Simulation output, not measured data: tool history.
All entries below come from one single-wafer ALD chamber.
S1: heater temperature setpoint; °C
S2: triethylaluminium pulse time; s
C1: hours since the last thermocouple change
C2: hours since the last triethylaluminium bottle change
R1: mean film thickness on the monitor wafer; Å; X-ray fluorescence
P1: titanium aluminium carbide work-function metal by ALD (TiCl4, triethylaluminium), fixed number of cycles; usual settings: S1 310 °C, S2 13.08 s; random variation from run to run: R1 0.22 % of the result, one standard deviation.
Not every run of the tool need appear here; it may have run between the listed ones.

run 1 day=0.392 | S1=310 S2=13.08 | C1=497.9 C2=617.2 | R1=21.962
run 2 day=0.662 | S1=310 S2=18.62 | C1=504.4 C2=623.7 | R1=22.19
run 3 day=1.121 | S1=310 S2=13.08 | C1=515.4 C2=634.7 | R1=21.918
run 4 day=1.546 | S1=288 S2=13.08 | C1=525.6 C2=644.9 | R1=19.934
run 5 day=1.962 | S1=310 S2=13.08 | C1=535.6 C2=654.9 | R1=22.044
run 6 day=2.354 | S1=310 S2=13.08 | C1=545 C2=664.3 | R1=22.005
run 7 day=2.904 | S1=310 S2=13.08 | C1=558.2 C2=677.5 | R1=21.877
run 8 day=3.45 | S1=327 S2=13.08 | C1=571.3 C2=690.6 | R1=23.492
run 9 day=3.817 | S1=288 S2=21.28 | C1=580.1 C2=699.4 | R1=20.08
run 10 day=4.204 | S1=310 S2=4.32 | C1=589.4 C2=708.7 | R1=17.19
run 11 day=4.538 | S1=310 S2=13.08 | C1=597.4 C2=716.7 | R1=21.984
run 12 day=4.838 | S1=310 S2=13.08 | C1=604.6 C2=723.9 | R1=21.897
run 13 day=5.167 | S1=310 S2=13.08 | C1=612.5 C2=731.8 | R1=21.862
run 14 day=5.671 | S1=310 S2=13.08 | C1=624.6 C2=743.9 | R1=21.598
run 15 day=6.092 | S1=310 S2=13.08 | C1=634.7 C2=754 | R1=21.569
run 16 day=6.433 | S1=310 S2=13.08 | C1=642.9 C2=762.2 | R1=21.477
run 17 day=6.883 | S1=310 S2=13.08 | C1=653.7 C2=773 | R1=21.492
run 18 day=7.429 | S1=310 S2=13.08 | C1=666.8 C2=786.1 | R1=21.524
run 19 day=7.875 | S1=310 S2=13.08 | C1=677.5 C2=796.8 | R1=21.536

What P1 gives has crept away from where it was. These 2 causes fit the log equally well, each at the size given:
A: wafer temperature below the value expected at the setpoint (K) = 4.66
B: triethylaluminium dose below that of a fresh bottle (%) = 22.5
The onset of the drift is placed at about day 4.838.

Question marks stand in for the results of the 4 check runs listed below, each run on one wafer. Under which run would the listed causes show clearly different results?
run check 1 day=8.321 | S1=323 S2=13.08 | R1=?
run check 2 day=8.321 | S1=296 S2=13.08 | R1=?
run check 3 day=8.321 | S1=295 S2=13.08 | R1=?
run check 4 day=8.321 | S1=319 S2=4.97 | R1=?

What every check run would give for each of its results, assuming each possible cause in turn:
check=check_1 result=R1 if_A=22.721 if_B=22.701
check=check_2 result=R1 if_A=20.244 if_B=20.264
check=check_3 result=R1 if_A=20.154 if_B=20.175
check=check_4 result=R1 if_A=18.527 if_B=16.932
Per-check spread between the two closest causes, in the result where they differ most: check 1 0.09 %; check 2 0.1 %; check 3 0.1 %; check 4 9 %
The causes can be told apart only by check 4. The other checks would give nearly the same results under each of them.

Running check 4 produced the following: R1 18.602 Å. Which one of the listed causes fits?

Of the candidate causes, it is A: wafer temperature below the value expected at the setpoint (K).
